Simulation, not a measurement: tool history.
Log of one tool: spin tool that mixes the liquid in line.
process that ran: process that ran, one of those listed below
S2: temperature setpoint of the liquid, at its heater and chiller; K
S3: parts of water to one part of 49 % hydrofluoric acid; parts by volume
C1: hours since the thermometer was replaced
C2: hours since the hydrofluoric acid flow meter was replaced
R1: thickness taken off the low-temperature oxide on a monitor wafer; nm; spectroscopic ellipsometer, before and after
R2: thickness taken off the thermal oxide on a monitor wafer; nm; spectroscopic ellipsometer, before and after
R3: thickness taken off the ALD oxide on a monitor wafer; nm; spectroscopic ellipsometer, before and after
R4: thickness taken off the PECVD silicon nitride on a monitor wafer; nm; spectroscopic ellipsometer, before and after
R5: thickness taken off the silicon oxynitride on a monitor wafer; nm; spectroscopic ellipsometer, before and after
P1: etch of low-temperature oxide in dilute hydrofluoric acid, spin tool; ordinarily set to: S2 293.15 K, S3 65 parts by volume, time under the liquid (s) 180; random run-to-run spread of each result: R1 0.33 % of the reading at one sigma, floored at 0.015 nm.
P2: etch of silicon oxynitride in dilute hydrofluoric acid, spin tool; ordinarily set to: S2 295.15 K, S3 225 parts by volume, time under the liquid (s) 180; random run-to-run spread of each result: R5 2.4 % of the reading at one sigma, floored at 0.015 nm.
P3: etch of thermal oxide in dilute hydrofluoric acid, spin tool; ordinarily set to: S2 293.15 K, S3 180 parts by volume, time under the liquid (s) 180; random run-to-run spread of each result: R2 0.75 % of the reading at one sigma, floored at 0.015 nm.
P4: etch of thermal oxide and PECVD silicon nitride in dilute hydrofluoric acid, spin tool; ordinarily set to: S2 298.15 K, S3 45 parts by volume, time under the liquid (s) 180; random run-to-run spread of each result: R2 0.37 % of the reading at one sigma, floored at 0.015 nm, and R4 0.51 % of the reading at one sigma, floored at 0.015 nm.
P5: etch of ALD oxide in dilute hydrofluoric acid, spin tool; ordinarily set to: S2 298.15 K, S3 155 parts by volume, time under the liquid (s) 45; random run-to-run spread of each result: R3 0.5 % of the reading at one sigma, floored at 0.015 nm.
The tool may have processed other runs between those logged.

run 1 day=0.258 | process_that_ran=P1 S2=293.15 S3=65 time_under_the_liquid_(s)=180 | C1=398.9 C2=254.1 | R1=27.6660
run 2 day=0.508 | process_that_ran=P3 S2=293.15 S3=75 time_under_the_liquid_(s)=180 | C1=404.9 C2=260.1 | R2=9.4734
run 3 day=0.667 | process_that_ran=P1 S2=293.15 S3=65 time_under_the_liquid_(s)=180 | C1=408.7 C2=263.9 | R1=27.4950
run 4 day=0.892 | process_that_ran=P5 S2=298.15 S3=155 time_under_the_liquid_(s)=80 | C1=414.1 C2=269.3 | R3=12.2950
run 5 day=1.008 | process_that_ran=P1 S2=293.15 S3=65 time_under_the_liquid_(s)=180 | C1=416.9 C2=272.1 | R1=27.3550
run 6 day=1.217 | process_that_ran=P1 S2=293.15 S3=40 time_under_the_liquid_(s)=180 | C1=421.9 C2=277.1 | R1=46.0000
run 7 day=1.333 | process_that_ran=P4 S2=305.15 S3=45 time_under_the_liquid_(s)=180 | C1=424.7 C2=279.9 | R2=27.1760 R4=22.445
run 8 day=1.483 | process_that_ran=P5 S2=292.15 S3=155 time_under_the_liquid_(s)=45 | C1=428.3 C2=283.5 | R3=5.5757
run 9 day=1.688 | process_that_ran=P1 S2=293.15 S3=65 time_under_the_liquid_(s)=180 | C1=433.2 C2=288.4 | R1=27.4460
run 10 day=1.804 | process_that_ran=P3 S2=290.15 S3=180 time_under_the_liquid_(s)=180 | C1=436.0 C2=291.2 | R2=3.1114
run 11 day=1.942 | process_that_ran=P5 S2=298.15 S3=235 time_under_the_liquid_(s)=45 | C1=439.3 C2=294.5 | R3=4.2419
run 12 day=2.175 | process_that_ran=P2 S2=295.15 S3=225 time_under_the_liquid_(s)=180 | C1=444.9 C2=300.1 | R5=0.97651
run 13 day=2.425 | process_that_ran=P1 S2=290.15 S3=65 time_under_the_liquid_(s)=180 | C1=450.9 C2=306.1 | R1=24.2960
-- day=2.429 hydrofluoric acid flow meter replaced
run 14 day=2.662 | process_that_ran=P2 S2=295.15 S3=225 time_under_the_liquid_(s)=335 | C1=456.6 C2=5.6 | R5=1.83700
run 15 day=2.888 | process_that_ran=P4 S2=298.15 S3=45 time_under_the_liquid_(s)=180 | C1=462.0 C2=11.0 | R2=20.6850 R4=14.129
run 16 day=3.029 | process_that_ran=P1 S2=293.15 S3=65 time_under_the_liquid_(s)=180 | C1=465.4 C2=14.4 | R1=27.4430
run 17 day=3.229 | process_that_ran=P3 S2=293.15 S3=180 time_under_the_liquid_(s)=275 | C1=470.2 C2=19.2 | R2=5.4133
run 18 day=3.462 | process_that_ran=P4 S2=298.15 S3=45 time_under_the_liquid_(s)=315 | C1=475.8 C2=24.8 | R2=36.1590 R4=24.539
run 19 day=3.721 | process_that_ran=P2 S2=302.15 S3=225 time_under_the_liquid_(s)=180 | C1=482.0 C2=31.0 | R5=1.35680
run 20 day=3.946 | process_that_ran=P5 S2=298.15 S3=155 time_under_the_liquid_(s)=45 | C1=487.4 C2=36.4 | R3=6.9934
run 21 day=4.154 | process_that_ran=P1 S2=293.15 S3=65 time_under_the_liquid_(s)=180 | C1=492.4 C2=41.4 | R1=27.5570
run 22 day=4.300 | process_that_ran=P2 S2=295.15 S3=120 time_under_the_liquid_(s)=180 | C1=495.9 C2=44.9 | R5=2.04990
run 23 day=4.562 | process_that_ran=P1 S2=300.15 S3=65 time_under_the_liquid_(s)=180 | C1=502.2 C2=51.2 | R1=36.6550
run 24 day=4.817 | process_that_ran=P3 S2=293.15 S3=180 time_under_the_liquid_(s)=180 | C1=508.3 C2=57.3 | R2=3.5011
run 25 day=5.042 | process_that_ran=P1 S2=293.15 S3=65 time_under_the_liquid_(s)=360 | C1=513.7 C2=62.7 | R1=54.6280
run 26 day=5.242 | process_that_ran=P5 S2=298.15 S3=155 time_under_the_liquid_(s)=45 | C1=518.5 C2=67.5 | R3=7.0645
run 27 day=5.392 | process_that_ran=P1 S2=293.15 S3=65 time_under_the_liquid_(s)=45 | C1=522.1 C2=71.1 | R1=6.8686
run 28 day=5.521 | process_that_ran=P1 S2=290.15 S3=65 time_under_the_liquid_(s)=310 | C1=525.2 C2=74.2 | R1=41.8690
run 29 day=5.742 | process_that_ran=P1 S2=293.15 S3=100 time_under_the_liquid_(s)=180 | C1=530.5 C2=79.5 | R1=17.1090
run 30 day=5.875 | process_that_ran=P3 S2=293.15 S3=180 time_under_the_liquid_(s)=180 | C1=533.7 C2=82.7 | R2=3.5279
run 31 day=6.108 | process_that_ran=P4 S2=298.15 S3=30 time_under_the_liquid_(s)=180 | C1=539.3 C2=88.3 | R2=31.5730 R4=20.886
run 32 day=6.333 | process_that_ran=P1 S2=293.15 S3=65 time_under_the_liquid_(s)=180 | C1=544.7 C2=93.7 | R1=27.4300
run 33 day=6.508 | process_that_ran=P1 S2=293.15 S3=65 time_under_the_liquid_(s)=180 | C1=548.9 C2=97.9 | R1=26.8840
run 34 day=6.625 | process_that_ran=P1 S2=293.15 S3=65 time_under_the_liquid_(s)=180 | C1=551.7 C2=100.7 | R1=26.6420
run 35 day=6.825 | process_that_ran=P1 S2=293.15 S3=65 time_under_the_liquid_(s)=180 | C1=556.5 C2=105.5 | R1=26.3110
run 36 day=6.983 | process_that_ran=P1 S2=293.15 S3=65 time_under_the_liquid_(s)=180 | C1=560.3 C2=109.3 | R1=26.1180
run 37 day=7.154 | process_that_ran=P1 S2=293.15 S3=65 time_under_the_liquid_(s)=180 | C1=564.4 C2=113.4 | R1=26.0700
run 38 day=7.421 | process_that_ran=P1 S2=293.15 S3=65 time_under_the_liquid_(s)=180 | C1=570.8 C2=119.8 | R1=26.0560
run 39 day=7.604 | process_that_ran=P1 S2=293.15 S3=65 time_under_the_liquid_(s)=180 | C1=575.2 C2=124.2 | R1=26.0040
run 40 day=7.833 | process_that_ran=P1 S2=293.15 S3=65 time_under_the_liquid_(s)=180 | C1=580.7 C2=129.7 | R1=25.7790
run 41 day=7.988 | process_that_ran=P1 S2=293.15 S3=65 time_under_the_liquid_(s)=180 | C1=584.4 C2=133.4 | R1=26.0190

Compared with where it was, what P1 gives has crept away. Each cause listed below fits the log as well as the rest, at the size given for it:
A: liquid colder than its thermometer reads (K) = 1.45
B: hydrofluoric acid flow below the setpoint (%) = 5.5
Creep in the process output first set in at about day 6.333.

Each of the 4 check runs below uses one wafer; its results are left as question marks. Which run tells the causes apart?
run check 1 day=8.142 | process_that_ran=P3 S2=293.15 S3=180 time_under_the_liquid_(s)=180 | R2=?
run check 2 day=8.142 | process_that_ran=P2 S2=295.15 S3=225 time_under_the_liquid_(s)=180 | R5=?
run check 3 day=8.142 | process_that_ran=P5 S2=298.15 S3=155 time_under_the_liquid_(s)=45 | R3=?
run check 4 day=8.142 | process_that_ran=P4 S2=298.15 S3=45 time_under_the_liquid_(s)=180 | R2=? R4=?

Expected result of each check under each candidate cause:
check=check_1 result=R2 if_A=3.3206 if_B=3.2877
check=check_2 result=R5 if_A=0.93731 if_B=0.93747
check=check_3 result=R3 if_A=6.6162 if_B=6.5379
check=check_4 result=R2 if_A=19.4040 if_B=19.3960
check=check_4 result=R4 if_A=12.820 if_B=13.376
Per-check spread between the two closest causes, in the result where they differ most: check 1 1 %; check 2 0.02 %; check 3 1.19 %; check 4 4.24 %
Check 4 is the one run that separates the causes; every other check would come out nearly the same whichever cause is at work.

Then check 4 was run and gave: R2 19.3210 nm; R4 12.824 nm. Which cause is it?

Of the candidate causes, it is A: liquid colder than its thermometer reads (K).
